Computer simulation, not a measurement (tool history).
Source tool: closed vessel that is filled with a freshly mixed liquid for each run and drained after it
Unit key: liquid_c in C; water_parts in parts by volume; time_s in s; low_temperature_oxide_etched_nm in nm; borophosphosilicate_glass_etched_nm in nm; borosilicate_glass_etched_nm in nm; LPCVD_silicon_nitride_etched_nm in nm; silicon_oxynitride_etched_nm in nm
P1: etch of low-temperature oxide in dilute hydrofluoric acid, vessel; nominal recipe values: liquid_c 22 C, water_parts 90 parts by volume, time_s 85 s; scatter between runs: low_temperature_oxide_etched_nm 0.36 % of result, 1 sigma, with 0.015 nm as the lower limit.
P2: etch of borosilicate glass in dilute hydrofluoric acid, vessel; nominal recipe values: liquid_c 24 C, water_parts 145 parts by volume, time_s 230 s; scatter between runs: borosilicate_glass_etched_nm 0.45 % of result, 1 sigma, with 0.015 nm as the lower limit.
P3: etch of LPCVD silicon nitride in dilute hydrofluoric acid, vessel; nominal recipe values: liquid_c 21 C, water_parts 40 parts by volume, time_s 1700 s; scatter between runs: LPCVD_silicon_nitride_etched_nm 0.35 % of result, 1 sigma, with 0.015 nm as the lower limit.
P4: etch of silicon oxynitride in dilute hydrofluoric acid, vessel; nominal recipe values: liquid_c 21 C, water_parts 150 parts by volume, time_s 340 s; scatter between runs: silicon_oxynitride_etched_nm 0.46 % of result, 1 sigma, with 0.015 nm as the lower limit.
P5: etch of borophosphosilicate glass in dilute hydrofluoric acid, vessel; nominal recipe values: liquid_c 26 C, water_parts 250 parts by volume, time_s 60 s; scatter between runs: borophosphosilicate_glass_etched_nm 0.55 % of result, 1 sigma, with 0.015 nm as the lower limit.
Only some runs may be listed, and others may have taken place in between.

| run | day | process | liquid_c | water_parts | time_s | low_temperature_oxide_etched_nm | borophosphosilicate_glass_etched_nm | borosilicate_glass_etched_nm | LPCVD_silicon_nitride_etched_nm | silicon_oxynitride_etched_nm |
|---|---|---|---|---|---|---|---|---|---|---|
| 1 | 0.554 | P1 | 22 | 90 | 85 | 24.071 |  |  |  |  |
| 2 | 0.975 | P5 | 26 | 250 | 90 |  | 24.426 |  |  |  |
| 3 | 1.296 | P2 | 24 | 145 | 230 |  |  | 53.77 |  |  |
| 4 | 1.65 | P1 | 22 | 90 | 85 | 24.01 |  |  |  |  |
| 5 | 2.033 | P1 | 27.5 | 30 | 85 | 97.95 |  |  |  |  |
| 6 | 2.396 | P1 | 22 | 90 | 85 | 23.946 |  |  |  |  |
| 7 | 2.929 | P1 | 22 | 90 | 30 | 8.4585 |  |  |  |  |
| 8 | 3.288 | P1 | 22 | 140 | 50 | 8.6013 |  |  |  |  |
| 9 | 3.821 | P5 | 33.5 | 250 | 60 |  | 20.968 |  |  |  |
| 10 | 4.258 | P1 | 22 | 90 | 85 | 24.092 |  |  |  |  |
| 11 | 4.592 | P1 | 22 | 130 | 30 | 5.6126 |  |  |  |  |
| 12 | 4.904 | P3 | 21 | 40 | 1700 |  |  |  | 17.384 |  |
| 13 | 5.383 | P2 | 17 | 145 | 230 |  |  | 40.678 |  |  |
| 14 | 5.779 | P1 | 22 | 45 | 85 | 50.872 |  |  |  |  |
| 15 | 6.129 | P2 | 24 | 145 | 115 |  |  | 26.987 |  |  |
| 16 | 6.458 | P3 | 17 | 40 | 1700 |  |  |  | 13.148 |  |
| 17 | 6.921 | P2 | 24 | 145 | 230 |  |  | 53.633 |  |  |
| 18 | 7.479 | P1 | 30 | 90 | 85 | 33.018 |  |  |  |  |
| 19 | 8.083 | P5 | 26 | 250 | 60 |  | 16.412 |  |  |  |
| 20 | 8.717 | P4 | 21 | 150 | 340 |  |  |  |  | 9.2171 |
| 21 | 9.1 | P1 | 22 | 90 | 85 | 24.091 |  |  |  |  |
| 22 | 9.6 | P2 | 24 | 45 | 230 |  |  | 195.61 |  |  |
| 23 | 10.117 | P4 | 29 | 150 | 340 |  |  |  |  | 13.481 |
| 24 | 10.596 | P1 | 22 | 90 | 85 | 24.064 |  |  |  |  |
| 25 | 11.233 | P1 | 22 | 160 | 85 | 12.544 |  |  |  |  |
|  | 11.35 | thermometer replaced |
| 26 | 11.658 | P5 | 26 | 55 | 60 |  | 93.089 |  |  |  |
| 27 | 12.271 | P1 | 22 | 90 | 145 | 40.908 |  |  |  |  |
| 28 | 12.771 | P3 | 21 | 40 | 1700 |  |  |  | 17.469 |  |
| 29 | 13.246 | P4 | 21 | 215 | 340 |  |  |  |  | 6.1435 |
| 30 | 13.592 | P1 | 17 | 90 | 85 | 19.551 |  |  |  |  |
| 31 | 14.225 | P3 | 21 | 40 | 30 |  |  |  | 0.28425 |  |
| 32 | 14.758 | P3 | 21 | 70 | 1700 |  |  |  | 10.044 |  |
| 33 | 15.092 | P4 | 21 | 150 | 60 |  |  |  |  | 1.6337 |
| 34 | 15.788 | P1 | 22 | 90 | 85 | 24.08 |  |  |  |  |
| 35 | 16.175 | P1 | 22 | 90 | 85 | 23.197 |  |  |  |  |
| 36 | 16.483 | P1 | 22 | 90 | 85 | 22.531 |  |  |  |  |
| 37 | 16.812 | P1 | 22 | 90 | 85 | 22.412 |  |  |  |  |
| 38 | 17.204 | P1 | 22 | 90 | 85 | 22.277 |  |  |  |  |
| 39 | 17.625 | P1 | 22 | 90 | 85 | 22.099 |  |  |  |  |
| 40 | 18.2 | P1 | 22 | 90 | 85 | 22.182 |  |  |  |  |

P1 no longer gives what it gave before; its output has crept away from where it was. The following 2 causes, each at its listed size, fit the log equally well:
A: liquid colder than its thermometer reads (K) = 2.05
B: hydrofluoric acid flow below the setpoint (%) = 7.27
The gradual shift began around day 15.788.

The 4 check runs listed below each average the results of 2 wafers, and their outcomes are marked with question marks. Under which run would the listed causes produce clearly different results?
| check 1 | 18.775 | P4 | 24.5 | 150 | 75 |  |  |  |  | ? |
| check 2 | 18.775 | P5 | 26 | 80 | 60 |  | ? |  |  |  |
| check 3 | 18.775 | P2 | 18 | 145 | 230 |  |  | ? |  |  |
| check 4 | 18.775 | P3 | 17.5 | 40 | 190 |  |  |  | ? |  |

How each check would come out, cause by cause:
| check | result | if A | if B |
|---|---|---|---|
| check 1 | silicon_oxynitride_etched_nm | 2.1983 | 2.2196 |
| check 2 | borophosphosilicate_glass_etched_nm | 57.198 | 57.083 |
| check 3 | borosilicate_glass_etched_nm | 38.955 | 38.859 |
| check 4 | LPCVD_silicon_nitride_etched_nm | 1.3143 | 1.4149 |
How far apart the two closest causes lie, in the result that separates them most: check 1 0.96 %; check 2 0.2 %; check 3 0.25 %; check 4 7.38 %
Check 4 tells the causes apart: in the others they would give nearly the same result.

The results of check 4 are: LPCVD_silicon_nitride_etched_nm 1.4095 nm. Based on these, which of the listed causes is it?

It was cause B: hydrofluoric acid flow below the setpoint (%).

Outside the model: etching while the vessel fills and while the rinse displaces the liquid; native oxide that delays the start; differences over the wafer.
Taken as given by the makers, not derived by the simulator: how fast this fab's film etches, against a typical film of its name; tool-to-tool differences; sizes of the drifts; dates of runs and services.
